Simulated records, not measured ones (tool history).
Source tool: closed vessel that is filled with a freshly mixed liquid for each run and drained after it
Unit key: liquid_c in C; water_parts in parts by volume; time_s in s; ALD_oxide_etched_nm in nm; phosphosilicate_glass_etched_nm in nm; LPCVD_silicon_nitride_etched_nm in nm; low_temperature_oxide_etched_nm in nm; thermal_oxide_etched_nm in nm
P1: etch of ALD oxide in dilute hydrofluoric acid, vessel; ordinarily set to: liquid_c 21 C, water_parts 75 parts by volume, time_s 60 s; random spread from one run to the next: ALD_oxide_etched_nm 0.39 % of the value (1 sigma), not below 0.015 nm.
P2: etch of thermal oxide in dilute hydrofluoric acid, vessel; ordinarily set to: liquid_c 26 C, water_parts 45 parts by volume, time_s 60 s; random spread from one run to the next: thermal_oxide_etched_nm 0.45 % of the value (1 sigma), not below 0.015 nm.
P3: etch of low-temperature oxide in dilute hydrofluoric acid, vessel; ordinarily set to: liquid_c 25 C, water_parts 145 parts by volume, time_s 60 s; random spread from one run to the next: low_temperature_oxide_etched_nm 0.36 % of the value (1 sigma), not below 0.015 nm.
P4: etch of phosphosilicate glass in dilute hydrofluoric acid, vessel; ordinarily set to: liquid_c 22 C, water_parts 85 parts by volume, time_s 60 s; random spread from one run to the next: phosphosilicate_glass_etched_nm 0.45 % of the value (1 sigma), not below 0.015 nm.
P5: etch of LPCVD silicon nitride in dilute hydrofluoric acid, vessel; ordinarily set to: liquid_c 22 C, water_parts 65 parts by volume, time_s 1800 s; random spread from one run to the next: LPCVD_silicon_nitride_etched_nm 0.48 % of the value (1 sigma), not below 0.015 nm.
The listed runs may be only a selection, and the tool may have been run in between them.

| run | hour | process | liquid_c | water_parts | time_s | hours since the thermometer was replaced | hours since the hydrofluoric acid flow meter was replaced | ALD_oxide_etched_nm | phosphosilicate_glass_etched_nm | LPCVD_silicon_nitride_etched_nm | low_temperature_oxide_etched_nm | thermal_oxide_etched_nm |
|---|---|---|---|---|---|---|---|---|---|---|---|---|
| 1 | 4.1 | P1 | 21 | 75 | 60 | 897.8 | 193.4 | 15.025 |  |  |  |  |
| 2 | 7.7 | P4 | 22 | 85 | 60 | 901.4 | 197 |  | 70.447 |  |  |  |
| 3 | 12 | P1 | 21 | 75 | 85 | 905.7 | 201.3 | 21.405 |  |  |  |  |
| 4 | 16.7 | P5 | 22 | 65 | 1800 | 910.4 | 206 |  |  | 11.651 |  |  |
| 5 | 20.3 | P3 | 25 | 45 | 60 | 914 | 209.6 |  |  |  | 53.075 |  |
| 6 | 22.7 | P5 | 22 | 90 | 1800 | 916.4 | 212 |  |  | 8.4522 |  |  |
| 7 | 25.5 | P3 | 25 | 145 | 60 | 919.2 | 214.8 |  |  |  | 14.538 |  |
| 8 | 30.1 | P5 | 30 | 65 | 1800 | 923.8 | 219.4 |  |  | 19.62 |  |  |
| 9 | 32.5 | P1 | 21 | 75 | 30 | 926.2 | 221.8 | 7.5554 |  |  |  |  |
| 10 | 35.9 | P1 | 21 | 30 | 60 | 929.6 | 225.2 | 40.299 |  |  |  |  |
| 11 | 40.9 | P1 | 21 | 75 | 60 | 934.6 | 230.2 | 15.113 |  |  |  |  |
| 12 | 43.2 | P2 | 26 | 45 | 30 | 936.9 | 232.5 |  |  |  |  | 3.789 |
|  | 45.5 | hydrofluoric acid flow meter replaced |
| 13 | 45.7 | P1 | 21 | 75 | 60 | 939.4 | 0.2 | 15.153 |  |  |  |  |
| 14 | 48.2 | P1 | 28 | 125 | 60 | 941.9 | 2.7 | 11.34 |  |  |  |  |
| 15 | 51.5 | P2 | 26 | 45 | 60 | 945.2 | 6 |  |  |  |  | 7.5703 |
| 16 | 53.9 | P1 | 21 | 75 | 60 | 947.6 | 8.4 | 15.076 |  |  |  |  |
| 17 | 59 | P1 | 17 | 75 | 60 | 952.7 | 13.5 | 12.825 |  |  |  |  |
|  | 61.1 | thermometer replaced |
| 18 | 62.1 | P4 | 30 | 85 | 60 | 1.1 | 16.6 |  | 96.475 |  |  |  |
| 19 | 67.3 | P4 | 22 | 85 | 30 | 6.3 | 21.8 |  | 35.139 |  |  |  |
| 20 | 71.1 | P2 | 22 | 45 | 60 | 10.1 | 25.6 |  |  |  |  | 6.4168 |
| 21 | 74.3 | P3 | 25 | 145 | 95 | 13.3 | 28.8 |  |  |  | 22.88 |  |
| 22 | 79 | P2 | 26 | 45 | 60 | 18 | 33.5 |  |  |  |  | 7.5221 |
| 23 | 81.4 | P5 | 22 | 65 | 3155 | 20.4 | 35.9 |  |  | 20.328 |  |  |
| 24 | 86.3 | P4 | 22 | 145 | 60 | 25.3 | 40.8 |  | 38.822 |  |  |  |
| 25 | 90.7 | P1 | 21 | 75 | 60 | 29.7 | 45.2 | 15.144 |  |  |  |  |
| 26 | 95.4 | P5 | 22 | 65 | 1800 | 34.4 | 49.9 |  |  | 11.711 |  |  |
| 27 | 99.6 | P3 | 17 | 145 | 60 | 38.6 | 54.1 |  |  |  | 10.529 |  |
| 28 | 103.8 | P4 | 22 | 85 | 60 | 42.8 | 58.3 |  | 70.793 |  |  |  |
| 29 | 107.2 | P1 | 21 | 75 | 60 | 46.2 | 61.7 | 15.12 |  |  |  |  |
| 30 | 110.1 | P1 | 17 | 130 | 60 | 49.1 | 64.6 | 6.9643 |  |  |  |  |
| 31 | 114.8 | P1 | 21 | 75 | 60 | 53.8 | 69.3 | 15.14 |  |  |  |  |
| 32 | 119 | P1 | 21 | 105 | 60 | 58 | 73.5 | 10.468 |  |  |  |  |
| 33 | 121.9 | P2 | 26 | 70 | 60 | 60.9 | 76.4 |  |  |  |  | 4.6864 |
| 34 | 125 | P1 | 27.5 | 75 | 60 | 64 | 79.5 | 19.811 |  |  |  |  |
| 35 | 127.8 | P1 | 21 | 75 | 60 | 66.8 | 82.3 | 15.121 |  |  |  |  |
| 36 | 131.9 | P1 | 21 | 75 | 60 | 70.9 | 86.4 | 15.623 |  |  |  |  |
| 37 | 135 | P1 | 21 | 75 | 60 | 74 | 89.5 | 15.894 |  |  |  |  |
| 38 | 137.3 | P1 | 21 | 75 | 60 | 76.3 | 91.8 | 15.984 |  |  |  |  |
| 39 | 140.4 | P1 | 21 | 75 | 60 | 79.4 | 94.9 | 16.126 |  |  |  |  |
| 40 | 143.1 | P1 | 21 | 75 | 60 | 82.1 | 97.6 | 16.045 |  |  |  |  |
| 41 | 146.8 | P1 | 21 | 75 | 60 | 85.8 | 101.3 | 16.214 |  |  |  |  |
| 42 | 151.2 | P1 | 21 | 75 | 60 | 90.2 | 105.7 | 16.4 |  |  |  |  |
| 43 | 155.5 | P1 | 21 | 75 | 60 | 94.5 | 110 | 16.236 |  |  |  |  |
| 44 | 157.8 | P1 | 21 | 75 | 60 | 96.8 | 112.3 | 16.309 |  |  |  |  |

P1 has crept away from where it was. The log is fitted equally well by each of these 2 causes, at the sizes shown:
A: liquid hotter than its thermometer reads (K) = 1.8
B: hydrofluoric acid flow above the setpoint (%) = 7.04
The onset of the drift is placed at about hour 127.8.

Below are 4 check runs, each on a single wafer, with their results shown as question marks. Which of them would tell the listed causes apart, meaning the causes would give clearly different results under it?
| check 1 | 160.1 | P2 | 22 | 45 | 60 |  |  |  |  |  |  | ? |
| check 2 | 160.1 | P3 | 20 | 145 | 60 |  |  |  |  |  | ? |  |
| check 3 | 160.1 | P5 | 25 | 65 | 2775 |  |  |  |  | ? |  |  |
| check 4 | 160.1 | P4 | 22 | 125 | 30 |  |  |  | ? |  |  |  |

How each check would come out, cause by cause:
| check | result | if A | if B |
|---|---|---|---|
| check 1 | thermal_oxide_etched_nm | 6.901 | 6.8788 |
| check 2 | low_temperature_oxide_etched_nm | 12.77 | 12.858 |
| check 3 | LPCVD_silicon_nitride_etched_nm | 24.777 | 23.527 |
| check 4 | phosphosilicate_glass_etched_nm | 24.597 | 24.759 |
Per check, the gap between the least separated pair of causes, taken in the result that splits them most: check 1 0.32 %; check 2 0.69 %; check 3 5.17 %; check 4 0.66 %
The other checks would show nearly matching results whichever cause is true, so check 3 is the only one that separates the causes.

Running check 3 produced the following: LPCVD_silicon_nitride_etched_nm 24.629 nm. Which one of the listed causes fits?

It was cause A: liquid hotter than its thermometer reads (K).
